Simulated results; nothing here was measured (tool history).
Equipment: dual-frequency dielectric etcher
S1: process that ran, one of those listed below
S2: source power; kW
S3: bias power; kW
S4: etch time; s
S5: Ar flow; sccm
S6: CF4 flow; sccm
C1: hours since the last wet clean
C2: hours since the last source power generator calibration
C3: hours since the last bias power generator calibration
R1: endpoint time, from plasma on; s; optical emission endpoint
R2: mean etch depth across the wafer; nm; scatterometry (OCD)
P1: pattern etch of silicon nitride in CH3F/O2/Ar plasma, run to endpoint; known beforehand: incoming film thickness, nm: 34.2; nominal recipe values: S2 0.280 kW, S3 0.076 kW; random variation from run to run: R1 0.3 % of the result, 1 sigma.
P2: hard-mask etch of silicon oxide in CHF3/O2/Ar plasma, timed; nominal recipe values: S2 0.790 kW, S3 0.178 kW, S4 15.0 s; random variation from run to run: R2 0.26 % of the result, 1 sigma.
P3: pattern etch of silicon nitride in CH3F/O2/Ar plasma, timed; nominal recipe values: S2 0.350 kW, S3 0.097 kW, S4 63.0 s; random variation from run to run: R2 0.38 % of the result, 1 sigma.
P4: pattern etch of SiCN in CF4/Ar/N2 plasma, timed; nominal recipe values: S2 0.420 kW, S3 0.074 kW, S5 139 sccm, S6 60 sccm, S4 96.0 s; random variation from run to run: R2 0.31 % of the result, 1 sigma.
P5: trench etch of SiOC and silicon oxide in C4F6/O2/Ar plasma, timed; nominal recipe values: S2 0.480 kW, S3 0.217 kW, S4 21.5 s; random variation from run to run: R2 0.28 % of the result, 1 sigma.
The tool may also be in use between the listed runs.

| run | hour | S1 | S2 | S3 | S4 | S5 | S6 | C1 | C2 | C3 | R1 | R2 |
|---|---|---|---|---|---|---|---|---|---|---|---|---|
| 1 | 5.3 | P1 | 0.280 | 0.076 |  |  |  | 355.2 | 871.3 | 1605.0 | 56.659 |  |
| 2 | 11.6 | P5 | 0.480 | 0.160 | 21.5 |  |  | 361.5 | 877.6 | 1611.3 |  | 43.390 |
| 3 | 21.2 | P4 | 0.420 | 0.074 | 136.0 | 139 | 60 | 371.1 | 887.2 | 1620.9 |  | 102.140 |
| 4 | 30.8 | P4 | 0.420 | 0.074 | 96.0 | 84 | 60 | 380.7 | 896.8 | 1630.5 |  | 77.611 |
| 5 | 36.8 | P2 | 0.970 | 0.178 | 15.0 |  |  | 386.7 | 902.8 | 1636.5 |  | 35.072 |
| 6 | 42.0 | P2 | 0.790 | 0.178 | 15.0 |  |  | 391.9 | 908.0 | 1641.7 |  | 32.406 |
| 7 | 46.9 | P3 | 0.350 | 0.077 | 63.0 |  |  | 396.8 | 912.9 | 1646.6 |  | 40.880 |
| 8 | 56.4 | P3 | 0.350 | 0.097 | 91.0 |  |  | 406.3 | 922.4 | 1656.1 |  | 64.459 |
| 9 | 63.2 | P3 | 0.350 | 0.097 | 63.0 |  |  | 413.1 | 929.2 | 1662.9 |  | 44.500 |
| 10 | 70.6 | P1 | 0.280 | 0.050 |  |  |  | 420.5 | 936.6 | 1670.3 | 65.258 |  |
| 11 | 77.6 | P1 | 0.280 | 0.094 |  |  |  | 427.5 | 943.6 | 1677.3 | 52.705 |  |
| 12 | 87.1 | P3 | 0.210 | 0.097 | 63.0 |  |  | 437.0 | 953.1 | 1686.8 |  | 37.050 |
| 13 | 96.7 | P5 | 0.300 | 0.217 | 21.5 |  |  | 446.6 | 962.7 | 1696.4 |  | 39.825 |
| 14 | 102.4 | P2 | 0.790 | 0.178 | 9.5 |  |  | 452.3 | 968.4 | 1702.1 |  | 20.547 |
| 15 | 110.0 | P5 | 0.480 | 0.217 | 21.5 |  |  | 459.9 | 976.0 | 1709.7 |  | 47.503 |
| 16 | 116.3 | P4 | 0.420 | 0.049 | 96.0 | 139 | 60 | 466.2 | 982.3 | 1716.0 |  | 61.659 |
| 17 | 124.9 | P1 | 0.210 | 0.076 |  |  |  | 474.8 | 990.9 | 1724.6 | 63.423 |  |
| 18 | 134.7 | P5 | 0.480 | 0.217 | 29.0 |  |  | 484.6 | 1000.7 | 1734.4 |  | 64.398 |
| 19 | 139.4 | P4 | 0.420 | 0.074 | 96.0 | 139 | 82 | 489.3 | 1005.4 | 1739.1 |  | 75.350 |
| 20 | 146.5 | P3 | 0.350 | 0.097 | 63.0 |  |  | 496.4 | 1012.5 | 1746.2 |  | 44.401 |
| 21 | 152.2 | P1 | 0.340 | 0.076 |  |  |  | 502.1 | 1018.2 | 1751.9 | 52.922 |  |
| 22 | 159.1 | P2 | 0.790 | 0.111 | 15.0 |  |  | 509.0 | 1025.1 | 1758.8 |  | 27.977 |
| 23 | 167.1 | P1 | 0.280 | 0.076 |  |  |  | 517.0 | 1033.1 | 1766.8 | 56.943 |  |
| 24 | 174.5 | P4 | 0.530 | 0.074 | 96.0 | 139 | 60 | 524.4 | 1040.5 | 1774.2 |  | 87.919 |
| 25 | 180.8 | P1 | 0.280 | 0.076 |  |  |  | 530.7 | 1046.8 | 1780.5 | 56.832 |  |

Estimate the outcome of run 26 from the log above:
| 26 | 185.4 | P1 | 0.280 | 0.076 |  |  |  | 535.3 | 1051.4 | 1785.1 | ? |  |

Run 26 produced R1 56.985 s.

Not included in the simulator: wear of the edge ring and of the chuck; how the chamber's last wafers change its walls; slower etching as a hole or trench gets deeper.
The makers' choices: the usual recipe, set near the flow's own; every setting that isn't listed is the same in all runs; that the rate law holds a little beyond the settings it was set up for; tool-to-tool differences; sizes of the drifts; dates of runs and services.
